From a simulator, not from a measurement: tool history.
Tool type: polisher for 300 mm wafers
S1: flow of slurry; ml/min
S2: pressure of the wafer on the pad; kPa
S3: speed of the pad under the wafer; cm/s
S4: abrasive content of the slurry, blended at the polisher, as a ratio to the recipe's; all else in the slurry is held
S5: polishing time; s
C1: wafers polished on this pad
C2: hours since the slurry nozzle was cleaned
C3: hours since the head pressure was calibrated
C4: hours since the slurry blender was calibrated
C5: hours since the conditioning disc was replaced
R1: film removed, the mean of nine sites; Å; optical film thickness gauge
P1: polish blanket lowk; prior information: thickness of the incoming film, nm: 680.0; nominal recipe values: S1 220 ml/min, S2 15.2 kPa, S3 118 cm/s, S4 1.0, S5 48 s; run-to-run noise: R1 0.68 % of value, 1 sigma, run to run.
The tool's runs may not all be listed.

{"run": 1, "hour": 15.6, "S1": 220, "S2": 15.2, "S3": 118, "S4": 1.0, "S5": 48, "C1": 607, "C2": 101.6, "C3": 900.4, "C4": 48.5, "C5": 65.0, "R1": 249.85}
{"run": 2, "hour": 27.8, "S1": 220, "S2": 15.2, "S3": 182, "S4": 1.0, "S5": 63, "C1": 744, "C2": 113.8, "C3": 912.6, "C4": 60.7, "C5": 77.2, "R1": 465.87}
{"run": 3, "hour": 43.1, "S1": 220, "S2": 15.2, "S3": 118, "S4": 1.0, "S5": 22, "C1": 915, "C2": 129.1, "C3": 927.9, "C4": 76.0, "C5": 92.5, "R1": 115.69}
{"run": 4, "hour": 51.7, "S1": 220, "S2": 15.2, "S3": 118, "S4": 1.0, "S5": 65, "C1": 1012, "C2": 137.7, "C3": 936.5, "C4": 84.6, "C5": 101.1, "R1": 342.79}
{"run": 5, "hour": 70.6, "S1": 220, "S2": 15.2, "S3": 118, "S4": 0.6, "S5": 48, "C1": 1223, "C2": 156.6, "C3": 955.4, "C4": 103.5, "C5": 120.0, "R1": 190.16}
{"hour": 73.5, "done": "worn pad replaced by a new one"}
{"run": 6, "hour": 88.8, "S1": 155, "S2": 15.2, "S3": 118, "S4": 1.0, "S5": 48, "C1": 171, "C2": 174.8, "C3": 973.6, "C4": 121.7, "C5": 138.2, "R1": 238.6}
{"run": 7, "hour": 99.7, "S1": 220, "S2": 15.2, "S3": 118, "S4": 1.5, "S5": 48, "C1": 293, "C2": 185.7, "C3": 984.5, "C4": 132.6, "C5": 149.1, "R1": 298.74}
{"run": 8, "hour": 117.6, "S1": 290, "S2": 15.2, "S3": 118, "S4": 1.0, "S5": 48, "C1": 494, "C2": 203.6, "C3": 1002.4, "C4": 150.5, "C5": 167.0, "R1": 256.08}
{"run": 9, "hour": 131.7, "S1": 220, "S2": 23.4, "S3": 118, "S4": 1.0, "S5": 48, "C1": 652, "C2": 217.7, "C3": 1016.5, "C4": 164.6, "C5": 181.1, "R1": 388.72}
{"run": 10, "hour": 150.4, "S1": 220, "S2": 7.6, "S3": 118, "S4": 1.0, "S5": 48, "C1": 861, "C2": 236.4, "C3": 1035.2, "C4": 183.3, "C5": 199.8, "R1": 124.78}
{"run": 11, "hour": 161.2, "S1": 220, "S2": 15.2, "S3": 118, "S4": 1.0, "S5": 48, "C1": 982, "C2": 247.2, "C3": 1046.0, "C4": 194.1, "C5": 210.6, "R1": 249.56}
{"run": 12, "hour": 172.3, "S1": 220, "S2": 15.2, "S3": 66, "S4": 1.0, "S5": 48, "C1": 1107, "C2": 258.3, "C3": 1057.1, "C4": 205.2, "C5": 221.7, "R1": 158.93}
{"run": 13, "hour": 180.6, "S1": 220, "S2": 15.2, "S3": 118, "S4": 1.0, "S5": 48, "C1": 1200, "C2": 266.6, "C3": 1065.4, "C4": 213.5, "C5": 230.0, "R1": 248.9}
{"run": 14, "hour": 190.7, "S1": 220, "S2": 15.2, "S3": 118, "S4": 1.0, "S5": 48, "C1": 1313, "C2": 276.7, "C3": 1075.5, "C4": 223.6, "C5": 240.1, "R1": 251.85}
{"run": 15, "hour": 207.0, "S1": 220, "S2": 15.2, "S3": 186, "S4": 1.0, "S5": 48, "C1": 1495, "C2": 293.0, "C3": 1091.8, "C4": 239.9, "C5": 256.4, "R1": 367.97}
{"run": 16, "hour": 222.5, "S1": 320, "S2": 15.2, "S3": 118, "S4": 0.7, "S5": 48, "C1": 1669, "C2": 308.5, "C3": 1107.3, "C4": 255.4, "C5": 271.9, "R1": 221.27}
{"run": 17, "hour": 236.3, "S1": 220, "S2": 15.2, "S3": 118, "S4": 1.0, "S5": 48, "C1": 1824, "C2": 322.3, "C3": 1121.1, "C4": 269.2, "C5": 285.7, "R1": 248.51}
{"run": 18, "hour": 254.9, "S1": 220, "S2": 15.2, "S3": 118, "S4": 1.0, "S5": 48, "C1": 2032, "C2": 340.9, "C3": 1139.7, "C4": 287.8, "C5": 304.3, "R1": 251.57}
{"run": 19, "hour": 270.5, "S1": 220, "S2": 15.2, "S3": 118, "S4": 1.0, "S5": 48, "C1": 2207, "C2": 356.5, "C3": 1155.3, "C4": 303.4, "C5": 319.9, "R1": 243.3}
{"run": 20, "hour": 283.5, "S1": 220, "S2": 15.2, "S3": 118, "S4": 1.0, "S5": 48, "C1": 2352, "C2": 369.5, "C3": 1168.3, "C4": 316.4, "C5": 332.9, "R1": 237.17}
{"run": 21, "hour": 301.7, "S1": 220, "S2": 15.2, "S3": 118, "S4": 1.0, "S5": 48, "C1": 2556, "C2": 387.7, "C3": 1186.5, "C4": 334.6, "C5": 351.1, "R1": 231.78}
{"run": 22, "hour": 310.9, "S1": 220, "S2": 15.2, "S3": 118, "S4": 1.0, "S5": 48, "C1": 2659, "C2": 396.9, "C3": 1195.7, "C4": 343.8, "C5": 360.3, "R1": 231.41}
{"hour": 312.7, "done": "worn pad replaced by a new one"}
{"run": 23, "hour": 323.3, "S1": 220, "S2": 15.2, "S3": 118, "S4": 1.0, "S5": 48, "C1": 119, "C2": 409.3, "C3": 1208.1, "C4": 356.2, "C5": 372.7, "R1": 226.69}
{"run": 24, "hour": 334.4, "S1": 220, "S2": 15.2, "S3": 118, "S4": 1.0, "S5": 48, "C1": 243, "C2": 420.4, "C3": 1219.2, "C4": 367.3, "C5": 383.8, "R1": 225.55}
{"hour": 344.2, "done": "conditioning disc replaced and pad reconditioned"}
{"run": 25, "hour": 350.0, "S1": 220, "S2": 15.2, "S3": 118, "S4": 1.0, "S5": 48, "C1": 418, "C2": 436.0, "C3": 1234.8, "C4": 382.9, "C5": 5.9, "R1": 223.77}
{"hour": 353.9, "done": "slurry nozzle cleaned"}
{"run": 26, "hour": 365.4, "S1": 220, "S2": 15.2, "S3": 118, "S4": 1.0, "S5": 48, "C1": 590, "C2": 11.6, "C3": 1250.2, "C4": 398.3, "C5": 21.3, "R1": 223.44}
{"run": 27, "hour": 382.6, "S1": 220, "S2": 15.2, "S3": 118, "S4": 1.0, "S5": 48, "C1": 783, "C2": 28.8, "C3": 1267.4, "C4": 415.5, "C5": 38.5, "R1": 225.25}
{"run": 28, "hour": 398.8, "S1": 220, "S2": 15.2, "S3": 118, "S4": 1.0, "S5": 48, "C1": 964, "C2": 45.0, "C3": 1283.6, "C4": 431.7, "C5": 54.7, "R1": 220.76}
{"run": 29, "hour": 410.8, "S1": 220, "S2": 15.2, "S3": 118, "S4": 1.0, "S5": 48, "C1": 1099, "C2": 57.0, "C3": 1295.6, "C4": 443.7, "C5": 66.7, "R1": 221.54}

P1 has crept away from where it was. The log is fitted equally well by each of these 2 causes, at the sizes shown:
A: head's pressure below its setpoint, % = 11.8
B: abrasive missing from the slurry, % = 22.7
At approximately hour 254.9, the process output began to creep.
Excluded causes, each with its reason:
removal rate lost through wear of the pad, %: maintenance at hour 312.7, after the shift began, did not return the process to its former output
slurry flow missing at the pad, %: maintenance at hour 353.9, after the shift began, did not return the process to its former output
time polished since the conditioner stopped cutting, s: maintenance at hour 344.2, after the shift began, did not return the process to its former output

Each of the check runs listed below is run on 5 wafers and reports their average, with the results left as question marks. Pick the one under which the possible causes would lead to clearly different results.
{"run": "check 1", "hour": 422.8, "S1": 220, "S2": 15.2, "S3": 182, "S4": 1.0, "S5": 48, "R1": "?"}
{"run": "check 2", "hour": 422.8, "S1": 220, "S2": 15.2, "S3": 118, "S4": 1.45, "S5": 48, "R1": "?"}
{"run": "check 3", "hour": 422.8, "S1": 220, "S2": 22.8, "S3": 118, "S4": 1.0, "S5": 22, "R1": "?"}
{"run": "check 4", "hour": 422.8, "S1": 220, "S2": 21.4, "S3": 118, "S4": 1.0, "S5": 33, "R1": "?"}

Check results expected under each cause:
check=check_1 result=R1 if_A=313.81 if_B=313.89
check=check_2 result=R1 if_A=258.32 if_B=264.52
check=check_3 result=R1 if_A=152.54 if_B=152.58
check=check_4 result=R1 if_A=214.94 if_B=215.00
Per check, the gap between the least separated pair of causes, taken in the result that splits them most: check 1 0.03 %; check 2 2.38 %; check 3 0.03 %; check 4 0.03 %
The causes can be told apart only by check 2. The other checks would give nearly the same results under each of them.

Check 2 was carried out, with these results: R1 264.50 Å. Which of the listed causes is responsible?

It is B: abrasive missing from the slurry, %.

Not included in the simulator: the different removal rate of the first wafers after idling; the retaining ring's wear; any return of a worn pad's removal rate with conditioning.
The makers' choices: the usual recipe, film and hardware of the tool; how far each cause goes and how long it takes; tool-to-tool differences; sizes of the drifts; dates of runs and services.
